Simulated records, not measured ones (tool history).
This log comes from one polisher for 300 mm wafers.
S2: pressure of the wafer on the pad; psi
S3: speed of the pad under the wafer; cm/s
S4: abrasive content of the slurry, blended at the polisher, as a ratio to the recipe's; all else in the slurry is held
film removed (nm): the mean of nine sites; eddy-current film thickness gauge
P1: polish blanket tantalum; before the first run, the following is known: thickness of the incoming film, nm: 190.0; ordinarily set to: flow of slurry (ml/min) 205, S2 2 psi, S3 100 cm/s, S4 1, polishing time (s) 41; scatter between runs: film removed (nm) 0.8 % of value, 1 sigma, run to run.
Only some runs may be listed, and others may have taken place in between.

{"run": 1, "hour": 17.7, "flow of slurry (ml/min)": 205, "S2": 2, "S3": 100, "S4": 1, "polishing time (s)": 41, "film removed (nm)": 71.614}
{"run": 2, "hour": 32.2, "flow of slurry (ml/min)": 205, "S2": 2, "S3": 100, "S4": 1, "polishing time (s)": 41, "film removed (nm)": 70.614}
{"run": 3, "hour": 40.8, "flow of slurry (ml/min)": 205, "S2": 2, "S3": 126, "S4": 0.55, "polishing time (s)": 41, "film removed (nm)": 73.381}
{"run": 4, "hour": 57.3, "flow of slurry (ml/min)": 205, "S2": 2, "S3": 140, "S4": 0.75, "polishing time (s)": 41, "film removed (nm)": 90.929}
{"run": 5, "hour": 67.1, "flow of slurry (ml/min)": 205, "S2": 2, "S3": 100, "S4": 1, "polishing time (s)": 41, "film removed (nm)": 71.576}
{"run": 6, "hour": 84.5, "flow of slurry (ml/min)": 205, "S2": 2, "S3": 148, "S4": 1, "polishing time (s)": 41, "film removed (nm)": 105.03}
{"hour": 91.9, "done": "slurry nozzle cleaned"}
{"run": 7, "hour": 93.6, "flow of slurry (ml/min)": 205, "S2": 2, "S3": 100, "S4": 1, "polishing time (s)": 62, "film removed (nm)": 107.75}
{"run": 8, "hour": 103.3, "flow of slurry (ml/min)": 205, "S2": 2, "S3": 48, "S4": 1, "polishing time (s)": 41, "film removed (nm)": 34.018}
{"run": 9, "hour": 116.3, "flow of slurry (ml/min)": 205, "S2": 1, "S3": 100, "S4": 1, "polishing time (s)": 41, "film removed (nm)": 35.56}
{"run": 10, "hour": 130.0, "flow of slurry (ml/min)": 205, "S2": 2, "S3": 100, "S4": 1, "polishing time (s)": 41, "film removed (nm)": 71.23}
{"run": 11, "hour": 142.7, "flow of slurry (ml/min)": 205, "S2": 2, "S3": 100, "S4": 1, "polishing time (s)": 20, "film removed (nm)": 34.167}
{"run": 12, "hour": 151.1, "flow of slurry (ml/min)": 205, "S2": 2, "S3": 100, "S4": 0.6, "polishing time (s)": 41, "film removed (nm)": 60.162}
{"run": 13, "hour": 164.0, "flow of slurry (ml/min)": 300, "S2": 2, "S3": 100, "S4": 1, "polishing time (s)": 41, "film removed (nm)": 74.568}
{"run": 14, "hour": 176.1, "flow of slurry (ml/min)": 205, "S2": 2, "S3": 100, "S4": 1.4, "polishing time (s)": 41, "film removed (nm)": 77.996}
{"run": 15, "hour": 193.4, "flow of slurry (ml/min)": 125, "S2": 2, "S3": 100, "S4": 1, "polishing time (s)": 41, "film removed (nm)": 66.011}
{"run": 16, "hour": 210.6, "flow of slurry (ml/min)": 205, "S2": 3.1, "S3": 100, "S4": 1, "polishing time (s)": 41, "film removed (nm)": 109.54}
{"run": 17, "hour": 223.8, "flow of slurry (ml/min)": 205, "S2": 2, "S3": 100, "S4": 1, "polishing time (s)": 41, "film removed (nm)": 70.433}
{"run": 18, "hour": 236.2, "flow of slurry (ml/min)": 205, "S2": 2, "S3": 100, "S4": 1, "polishing time (s)": 41, "film removed (nm)": 70.354}
{"run": 19, "hour": 253.1, "flow of slurry (ml/min)": 205, "S2": 2, "S3": 100, "S4": 1, "polishing time (s)": 41, "film removed (nm)": 68.593}
{"run": 20, "hour": 266.3, "flow of slurry (ml/min)": 205, "S2": 2, "S3": 100, "S4": 1, "polishing time (s)": 41, "film removed (nm)": 67.267}
{"run": 21, "hour": 277.9, "flow of slurry (ml/min)": 205, "S2": 2, "S3": 100, "S4": 1, "polishing time (s)": 41, "film removed (nm)": 65.786}
{"run": 22, "hour": 292.4, "flow of slurry (ml/min)": 205, "S2": 2, "S3": 100, "S4": 1, "polishing time (s)": 41, "film removed (nm)": 66.207}
{"hour": 297.5, "done": "worn pad replaced by a new one"}
{"run": 23, "hour": 303.5, "flow of slurry (ml/min)": 205, "S2": 2, "S3": 100, "S4": 1, "polishing time (s)": 41, "film removed (nm)": 66.393}
{"hour": 313.6, "done": "slurry blender recalibrated"}
{"run": 24, "hour": 316.4, "flow of slurry (ml/min)": 205, "S2": 2, "S3": 100, "S4": 1, "polishing time (s)": 41, "film removed (nm)": 65.3}
{"run": 25, "hour": 330.7, "flow of slurry (ml/min)": 205, "S2": 2, "S3": 100, "S4": 1, "polishing time (s)": 41, "film removed (nm)": 66.15}
{"run": 26, "hour": 347.6, "flow of slurry (ml/min)": 205, "S2": 2, "S3": 100, "S4": 1, "polishing time (s)": 41, "film removed (nm)": 65.29}
{"run": 27, "hour": 355.4, "flow of slurry (ml/min)": 205, "S2": 2, "S3": 100, "S4": 1, "polishing time (s)": 41, "film removed (nm)": 65.457}

P1 no longer gives what it gave before; its output has crept away from where it was. The following 2 causes, each at its listed size, fit the log equally well:
A: head's pressure below its setpoint, % = 8.02
B: slurry flow missing at the pad, % = 39.8
The creep began at about hour 236.2.
Each remaining cause and why it is not a fit:
removal rate lost through wear of the pad, %: was serviced at hour 297.5, once the creep was under way, yet the earlier output never came back
abrasive missing from the slurry, %: was serviced at hour 313.6, once the creep was under way, yet the earlier output never came back

Consider the 4 check runs below, whose results appear as question marks and each of which averages 2 wafers. Which one distinguishes the causes, in that each cause would give it a clearly different result?
{"run": "check 1", "hour": 363.2, "flow of slurry (ml/min)": 125, "S2": 3, "S3": 100, "S4": 1, "polishing time (s)": 41, "film removed (nm)": "?"}
{"run": "check 2", "hour": 363.2, "flow of slurry (ml/min)": 205, "S2": 2, "S3": 60, "S4": 1, "polishing time (s)": 24, "film removed (nm)": "?"}
{"run": "check 3", "hour": 363.2, "flow of slurry (ml/min)": 205, "S2": 2, "S3": 50, "S4": 0.6, "polishing time (s)": 41, "film removed (nm)": "?"}
{"run": "check 4", "hour": 363.2, "flow of slurry (ml/min)": 205, "S2": 2.4, "S3": 122, "S4": 1, "polishing time (s)": 41, "film removed (nm)": "?"}

Expected result of each check under each candidate cause:
check=check_1 result=film_removed_(nm) if_A=90.142 if_B=85.987
check=check_2 result=film_removed_(nm) if_A=22.889 if_B=22.887
check=check_3 result=film_removed_(nm) if_A=27.371 if_B=27.369
check=check_4 result=film_removed_(nm) if_A=95.408 if_B=95.399
Smallest distance between any two causes, each pair judged by its most separating result, in per cent: check 1 4.72 %; check 2 0.01 %; check 3 0.01 %; check 4 0.01 %
Check 1 tells the causes apart: in the others they would give nearly the same result.

Check 1 has now been run. It gave: film removed (nm) 90.651. Which of the candidate causes is it?

The cause is A: head's pressure below its setpoint, %.
